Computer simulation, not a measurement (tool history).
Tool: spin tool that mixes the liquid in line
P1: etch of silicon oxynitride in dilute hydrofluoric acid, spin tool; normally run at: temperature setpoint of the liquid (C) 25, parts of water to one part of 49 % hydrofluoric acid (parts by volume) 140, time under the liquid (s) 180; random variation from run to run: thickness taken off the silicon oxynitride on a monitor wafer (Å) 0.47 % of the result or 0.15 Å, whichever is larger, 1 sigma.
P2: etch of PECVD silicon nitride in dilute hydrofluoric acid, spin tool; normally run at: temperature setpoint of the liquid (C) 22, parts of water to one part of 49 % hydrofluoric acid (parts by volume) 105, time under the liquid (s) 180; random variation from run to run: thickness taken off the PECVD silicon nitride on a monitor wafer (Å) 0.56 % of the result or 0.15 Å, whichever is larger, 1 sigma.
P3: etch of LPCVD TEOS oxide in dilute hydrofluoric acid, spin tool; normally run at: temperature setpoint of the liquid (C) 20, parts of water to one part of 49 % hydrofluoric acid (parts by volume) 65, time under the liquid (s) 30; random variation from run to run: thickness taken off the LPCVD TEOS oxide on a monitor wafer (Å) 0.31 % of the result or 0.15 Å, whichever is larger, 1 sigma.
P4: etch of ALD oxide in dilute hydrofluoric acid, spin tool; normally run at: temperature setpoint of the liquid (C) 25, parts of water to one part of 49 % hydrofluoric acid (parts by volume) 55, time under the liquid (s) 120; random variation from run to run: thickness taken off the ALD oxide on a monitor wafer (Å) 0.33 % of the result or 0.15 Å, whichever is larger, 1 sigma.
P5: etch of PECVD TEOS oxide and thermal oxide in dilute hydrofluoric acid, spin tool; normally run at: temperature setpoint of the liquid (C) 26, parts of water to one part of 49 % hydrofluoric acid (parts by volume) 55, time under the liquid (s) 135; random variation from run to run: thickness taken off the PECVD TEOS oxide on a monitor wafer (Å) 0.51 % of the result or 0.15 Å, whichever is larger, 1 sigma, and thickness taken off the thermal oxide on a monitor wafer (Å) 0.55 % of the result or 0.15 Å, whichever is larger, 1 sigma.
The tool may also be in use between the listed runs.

| run | hour | process that ran | temperature setpoint of the liquid (C) | parts of water to one part of 49 % hydrofluoric acid (parts by volume) | time under the liquid (s) | thickness taken off the silicon oxynitride on a monitor wafer (Å) | thickness taken off the PECVD silicon nitride on a monitor wafer (Å) | thickness taken off the ALD oxide on a monitor wafer (Å) | thickness taken off the LPCVD TEOS oxide on a monitor wafer (Å) | thickness taken off the PECVD TEOS oxide on a monitor wafer (Å) | thickness taken off the thermal oxide on a monitor wafer (Å) |
|---|---|---|---|---|---|---|---|---|---|---|---|
| 1 | 3.6 | P1 | 25 | 140 | 180 | 62.044 |  |  |  |  |  |
| 2 | 10.7 | P1 | 25 | 55 | 180 | 169.73 |  |  |  |  |  |
| 3 | 14.6 | P2 | 17 | 105 | 180 |  | 37.922 |  |  |  |  |
| 4 | 19.5 | P4 | 33 | 55 | 120 |  |  | 397.62 |  |  |  |
| 5 | 24.1 | P1 | 25 | 140 | 15 | 5.1938 |  |  |  |  |  |
| 6 | 31.1 | P4 | 25 | 105 | 120 |  |  | 142.16 |  |  |  |
| 7 | 35.7 | P3 | 20 | 65 | 30 |  |  |  | 115.13 |  |  |
| 8 | 39 | P1 | 25 | 140 | 180 | 62.556 |  |  |  |  |  |
| 9 | 43 | P1 | 25 | 65 | 265 | 208.12 |  |  |  |  |  |
| 10 | 47.1 | P5 | 26 | 55 | 205 |  |  |  |  | 569.92 | 199.64 |
| 11 | 51 | P1 | 25 | 140 | 180 | 62.389 |  |  |  |  |  |
| 12 | 58.1 | P1 | 29 | 140 | 180 | 74.231 |  |  |  |  |  |
| 13 | 63.5 | P4 | 25 | 55 | 120 |  |  | 290.26 |  |  |  |
| 14 | 69.2 | P1 | 25 | 140 | 350 | 121 |  |  |  |  |  |
| 15 | 73.5 | P3 | 20 | 65 | 50 |  |  |  | 191.06 |  |  |
| 16 | 78.7 | P5 | 26 | 55 | 135 |  |  |  |  | 372.25 | 131.61 |
| 17 | 83.5 | P1 | 20.5 | 140 | 180 | 50.413 |  |  |  |  |  |
| 18 | 86.8 | P3 | 17 | 65 | 30 |  |  |  | 101.32 |  |  |
| 19 | 92.2 | P1 | 25 | 140 | 180 | 62.105 |  |  |  |  |  |
| 20 | 96.8 | P4 | 25 | 55 | 120 |  |  | 290.79 |  |  |  |
| 21 | 103.7 | P1 | 25 | 140 | 180 | 62.275 |  |  |  |  |  |
| 22 | 108.8 | P5 | 26 | 30 | 135 |  |  |  |  | 710.15 | 249.22 |
| 23 | 116.1 | P3 | 20 | 90 | 30 |  |  |  | 80.12 |  |  |
| 24 | 120.7 | P4 | 25 | 55 | 215 |  |  | 518.56 |  |  |  |
| 25 | 126 | P1 | 25 | 245 | 180 | 32.798 |  |  |  |  |  |
| 26 | 131.8 | P3 | 20 | 65 | 30 |  |  |  | 114.6 |  |  |
| 27 | 135.6 | P1 | 25 | 190 | 50 | 12.302 |  |  |  |  |  |
| 28 | 139.1 | P2 | 22 | 105 | 350 |  | 104.45 |  |  |  |  |
| 29 | 143.1 | P5 | 26 | 55 | 135 |  |  |  |  | 376.19 | 132.49 |
| 30 | 148.1 | P1 | 31.5 | 140 | 260 | 119.93 |  |  |  |  |  |
| 31 | 152.3 | P5 | 22 | 55 | 135 |  |  |  |  | 320.64 | 111.41 |
| 32 | 156.4 | P2 | 22 | 45 | 180 |  | 121.15 |  |  |  |  |
| 33 | 160.7 | P2 | 22 | 105 | 180 |  | 53.867 |  |  |  |  |
| 34 | 164.5 | P1 | 25 | 140 | 180 | 62.326 |  |  |  |  |  |
| 35 | 170.9 | P1 | 25 | 140 | 180 | 58.606 |  |  |  |  |  |
| 36 | 177.8 | P1 | 25 | 140 | 180 | 57.412 |  |  |  |  |  |
| 37 | 182.3 | P1 | 25 | 140 | 180 | 56.265 |  |  |  |  |  |
| 38 | 188.8 | P1 | 25 | 140 | 180 | 56.037 |  |  |  |  |  |
| 39 | 192.5 | P1 | 25 | 140 | 180 | 55.902 |  |  |  |  |  |
| 40 | 196.9 | P1 | 25 | 140 | 180 | 55.47 |  |  |  |  |  |

What P1 gives has crept away from where it was. These 2 causes fit the log equally well, each at the size given:
A: hydrofluoric acid flow below the setpoint (%) = 9.06
B: liquid colder than its thermometer reads (K) = 2.31
The creep began at about hour 164.5.

4 check runs are offered, one wafer each, their results left as question marks. Which one tells the causes apart?
| check 1 | 201.3 | P3 | 20 | 65 | 30 |  |  |  | ? |  |  |
| check 2 | 201.3 | P5 | 26 | 55 | 135 |  |  |  |  | ? | ? |
| check 3 | 201.3 | P4 | 25 | 55 | 120 |  |  | ? |  |  |  |
| check 4 | 201.3 | P2 | 22 | 105 | 180 |  | ? |  |  |  |  |

What each check would give under each cause:
| check | result | if A | if B |
|---|---|---|---|
| check 1 | thickness taken off the LPCVD TEOS oxide on a monitor wafer (Å) | 103.69 | 104.17 |
| check 2 | thickness taken off the PECVD TEOS oxide on a monitor wafer (Å) | 338.73 | 341.62 |
| check 2 | thickness taken off the thermal oxide on a monitor wafer (Å) | 118.69 | 119.7 |
| check 3 | thickness taken off the ALD oxide on a monitor wafer (Å) | 261.14 | 263.12 |
| check 4 | thickness taken off the PECVD silicon nitride on a monitor wafer (Å) | 48.582 | 45.631 |
How far apart the two closest causes lie, in the result that separates them most: check 1 0.46 %; check 2 0.85 %; check 3 0.75 %; check 4 6.27 %
Check 4 tells the causes apart: in the others they would give nearly the same result.

Check 4 was then run and gave: thickness taken off the PECVD silicon nitride on a monitor wafer (Å) 48.602. Which cause is it?

It is A: hydrofluoric acid flow below the setpoint (%).

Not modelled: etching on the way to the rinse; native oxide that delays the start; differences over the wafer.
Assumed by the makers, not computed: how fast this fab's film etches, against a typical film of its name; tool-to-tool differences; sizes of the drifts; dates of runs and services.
